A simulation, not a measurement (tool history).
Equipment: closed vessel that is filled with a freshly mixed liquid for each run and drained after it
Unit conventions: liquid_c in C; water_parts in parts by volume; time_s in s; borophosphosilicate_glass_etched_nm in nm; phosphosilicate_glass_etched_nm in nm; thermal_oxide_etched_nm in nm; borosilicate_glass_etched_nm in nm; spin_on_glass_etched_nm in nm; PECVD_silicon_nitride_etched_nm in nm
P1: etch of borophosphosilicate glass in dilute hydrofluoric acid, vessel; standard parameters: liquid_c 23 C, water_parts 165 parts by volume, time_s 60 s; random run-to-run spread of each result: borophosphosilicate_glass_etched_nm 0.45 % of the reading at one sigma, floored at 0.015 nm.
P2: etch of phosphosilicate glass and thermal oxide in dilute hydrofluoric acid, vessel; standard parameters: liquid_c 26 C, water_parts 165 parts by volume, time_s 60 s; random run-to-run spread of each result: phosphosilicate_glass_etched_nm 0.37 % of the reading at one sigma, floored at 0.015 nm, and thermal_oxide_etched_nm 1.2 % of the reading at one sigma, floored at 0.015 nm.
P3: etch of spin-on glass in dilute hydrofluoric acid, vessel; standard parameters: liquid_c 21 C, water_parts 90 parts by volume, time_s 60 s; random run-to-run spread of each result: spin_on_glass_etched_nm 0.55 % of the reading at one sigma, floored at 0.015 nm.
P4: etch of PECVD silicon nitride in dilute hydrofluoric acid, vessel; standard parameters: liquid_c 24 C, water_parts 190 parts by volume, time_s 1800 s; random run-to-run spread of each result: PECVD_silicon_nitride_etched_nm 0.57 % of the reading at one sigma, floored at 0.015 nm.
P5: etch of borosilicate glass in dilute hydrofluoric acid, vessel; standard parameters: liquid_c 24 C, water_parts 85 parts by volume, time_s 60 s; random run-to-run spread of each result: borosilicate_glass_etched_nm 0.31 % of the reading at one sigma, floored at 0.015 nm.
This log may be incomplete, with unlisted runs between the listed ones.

run   hour  process  liquid_c  water_parts  time_s  hours since the thermometer was replaced  hours since the hydrofluoric acid flow meter was replaced  borophosphosilicate_glass_etched_nm  phosphosilicate_glass_etched_nm  thermal_oxide_etched_nm  borosilicate_glass_etched_nm  spin_on_glass_etched_nm  PECVD_silicon_nitride_etched_nm
  1    7.9       P1        23          165      60                                     344.3                                                      827.6                               19.986
  2   14.2       P2      32.5          165      60                                     350.6                                                      833.9                                                                49.049                   2.1112
  3   19.7       P1        23           85      60                                     356.1                                                      839.4                               42.645
  4   29.2       P5        24           85      30                                     365.6                                                      848.9                                                                                                                       11.952
  5   38.5       P3        21           90      30                                     374.9                                                      858.2                                                                                                                                                12.373
  6   43.5       P4        24          190    1800                                     379.9                                                      863.2                                                                                                                                                                                 37.824
  7   54.2       P1        23          165      60                                     390.6                                                      873.9                               20.153
  8   59.7       P1        27          165      60                                     396.1                                                      879.4                               22.946
  9     68       P1        23          165      60                                     404.4                                                      887.7                               19.996
 10   79.1       P1        23          165      60                                     415.5                                                      898.8                               20.044
 11   86.9       P3        17           90      60                                     423.3                                                      906.6                                                                                                                                                20.958
 12   97.7       P1        23          230      60                                     434.1                                                      917.4                                13.27
 13  104.2       P4        24          190    1800                                     440.6                                                      923.9                                                                                                                                                                                 37.967
 14  114.2       P4        24          190     195                                     450.6                                                      933.9                                                                                                                                                                                 4.1053
 15    124       P1        23          110      85                                     460.4                                                      943.7                               45.084
 16  133.4       P3        21           90      60                                     469.8                                                      953.1                                                                                                                                                24.632
 17  144.1       P2        26          165      60                                     480.5                                                      963.8                                                                38.654                   1.6587
 18  150.2       P5        17           85      60                                     486.6                                                      969.9                                                                                                                       17.845
 19  159.5       P5        24          145      60                                     495.9                                                      979.2                                                                                                                       13.041
 20  164.7       P1        23          165      60                                     501.1                                                      984.4                                19.98
 21  175.4       P4        28          190    1800                                     511.8                                                      995.1                                                                                                                                                                                 48.286
 22  186.7       P2        26          280      60                                     523.1                                                     1006.4                                                                20.064                  0.88545
 23    193       P1        23          165      30                                     529.4                                                     1012.7                                10.07
 24  203.4       P1        23          165     105                                     539.8                                                     1023.1                                34.97
 25  213.6       P5        24           85      60                                       550                                                     1033.3                                                                                                                        23.88
     218.8  -- hydrofluoric acid flow meter replaced
 26  224.8       P3        21           90      60                                     561.2                                                        6.1                                                                                                                                                24.706
 27  232.5       P4        24          350    1800                                     568.9                                                       13.8                                                                                                                                                                                 20.751
 28  238.7       P1        23          165      60                                     575.1                                                         20                                19.96
 29  244.1       P1        17          165      60                                     580.5                                                       25.4                               15.775
 30  250.8       P2        26          165      30                                     587.2                                                       32.1                                                                19.258                  0.81214
 31  256.5       P3        21           25      60                                     592.9                                                       37.8                                                                                                                                                95.598
 32  264.1       P1        23          165      60                                     600.5                                                       45.4                               20.035
 33  271.1       P1        23          165      60                                     607.5                                                       52.4                               20.211
 34  277.9       P1        23          165      60                                     614.3                                                       59.2                               20.477
 35  284.9       P1        23          165      60                                     621.3                                                       66.2                                20.64
 36  293.1       P1        23          165      60                                     629.5                                                       74.4                               20.757
 37  303.7       P1        23          165      60                                     640.1                                                         85                               21.061
 38    311       P1        23          165      60                                     647.4                                                       92.3                                21.01
 39  320.8       P1        23          165      60                                     657.2                                                      102.1                                20.85
 40  328.6       P1        23          165      60                                       665                                                      109.9                               20.886

P1 has crept away from where it was. The log is fitted equally well by each of these 2 causes, at the sizes shown:
A: liquid hotter than its thermometer reads (K) = 1.4
B: hydrofluoric acid flow above the setpoint (%) = 4.6
The process output started creeping at around hour 264.1.

The check runs listed below each take one wafer, and their results are still question marks. Under which run would the listed causes lead to clearly different results?
check 1  336.4       P3        21           50      60                                                                                                                                                                                                                                                          ?
check 2  336.4       P5        24          130      60                                                                                                                                                                                                                                 ?
check 3  336.4       P4        24          190     435                                                                                                                                                                                                                                                                                           ?
check 4  336.4       P2        26          245      30                                                                                                                                                                          ?                        ?

Predicted outcomes, by check and by cause:
  check                           result     if A     if B
check 1          spin_on_glass_etched_nm   49.509   48.969
check 2     borosilicate_glass_etched_nm   15.584   15.551
check 3  PECVD_silicon_nitride_etched_nm   10.006   9.5777
check 4  phosphosilicate_glass_etched_nm   12.486   12.585
check 4          thermal_oxide_etched_nm  0.53373  0.53794
How far apart the two closest causes lie, in the result that separates them most: check 1 1.1 %; check 2 0.22 %; check 3 4.38 %; check 4 0.79 %
Check 3 tells the causes apart: in the others they would give nearly the same result.

The results of check 3 are: PECVD_silicon_nitride_etched_nm 9.5987 nm. Based on these, which of the listed causes is it?

It is B: hydrofluoric acid flow above the setpoint (%).

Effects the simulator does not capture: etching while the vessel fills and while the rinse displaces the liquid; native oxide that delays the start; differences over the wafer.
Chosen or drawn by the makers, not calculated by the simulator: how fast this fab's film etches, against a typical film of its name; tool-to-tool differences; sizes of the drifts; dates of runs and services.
